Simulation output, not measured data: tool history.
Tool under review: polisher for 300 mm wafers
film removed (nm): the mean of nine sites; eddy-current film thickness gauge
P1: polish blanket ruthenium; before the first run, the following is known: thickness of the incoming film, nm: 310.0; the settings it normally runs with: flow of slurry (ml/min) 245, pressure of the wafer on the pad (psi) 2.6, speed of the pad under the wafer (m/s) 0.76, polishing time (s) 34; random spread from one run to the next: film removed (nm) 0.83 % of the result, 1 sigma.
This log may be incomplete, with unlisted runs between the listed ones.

run,hour,flow of slurry (ml/min),pressure of the wafer on the pad (psi),speed of the pad under the wafer (m/s),polishing time (s),film removed (nm)
1,8.9,245,2.6,0.76,34,35.904
2,15.2,245,2.6,0.40,34,18.858
3,21.9,245,2.6,0.76,34,35.958
4,26.3,245,2.6,0.76,52,54.981
5,34.4,245,2.6,0.98,34,46.798
6,39.6,145,3.3,0.76,34,42.154
7,44.9,245,1.7,0.76,47,32.573
8,53.0,245,3.3,0.76,34,44.720
9,60.4,245,1.2,0.76,34,16.611
10,65.0,145,2.6,0.76,34,33.250
11,73.2,245,2.6,0.76,20,21.011
12,77.8,245,2.6,0.76,34,35.913
13,85.7,245,2.6,0.76,34,35.168
14,90.2,370,1.3,0.76,34,18.637
15,99.4,245,2.6,0.76,34,35.885
16,104.4,325,2.6,0.76,34,36.724
17,110.5,245,2.6,0.76,34,35.572
18,119.8,245,2.6,0.76,34,34.343
19,127.1,245,2.6,0.76,34,33.965
20,131.8,245,2.6,0.76,34,34.244
# hour 132.0: head pressure recalibrated
21,136.0,245,2.6,0.76,34,33.913
22,141.6,245,2.6,0.76,34,33.785
23,148.2,245,2.6,0.76,34,33.501

What P1 gives has crept off from where it sat before. The 2 causes that follow fit the log equally well, each at the size noted:
A: removal rate lost through wear of the pad, % = 6.06
B: slurry flow missing at the pad, % = 36.9
The process output started creeping at around hour 110.5.
Ruled out, with reasons:
head's pressure below its setpoint, %: work on it at hour 132.0, done after the drift set in, did not restore what the process gave before

You are offered 4 check runs, listed below with question marks in place of their results; each one averages 3 wafers. Which run separates the listed causes by giving clearly different results for each?
check 1,154.8,245,2.6,0.96,34,?
check 2,154.8,145,2.6,0.76,34,?
check 3,154.8,245,2.0,0.76,34,?
check 4,154.8,295,1.3,0.76,34,?

Predicted outcomes, by check and by cause:
check,result,if A,if B
check 1,film removed (nm),42.479,42.479
check 2,film removed (nm),31.244,30.055
check 3,film removed (nm),25.869,25.868
check 4,film removed (nm),17.128,17.301
Minimum pairwise separation of causes per check, each pair taken at its best-separating result: check 1 0 %; check 2 3.88 %; check 3 0 %; check 4 1 %
Check 2 tells the causes apart: in the others they would give nearly the same result.

Check 2 was then run and gave: film removed (nm) 29.728. Which cause is it?

Of the candidate causes, it is B: slurry flow missing at the pad, %.
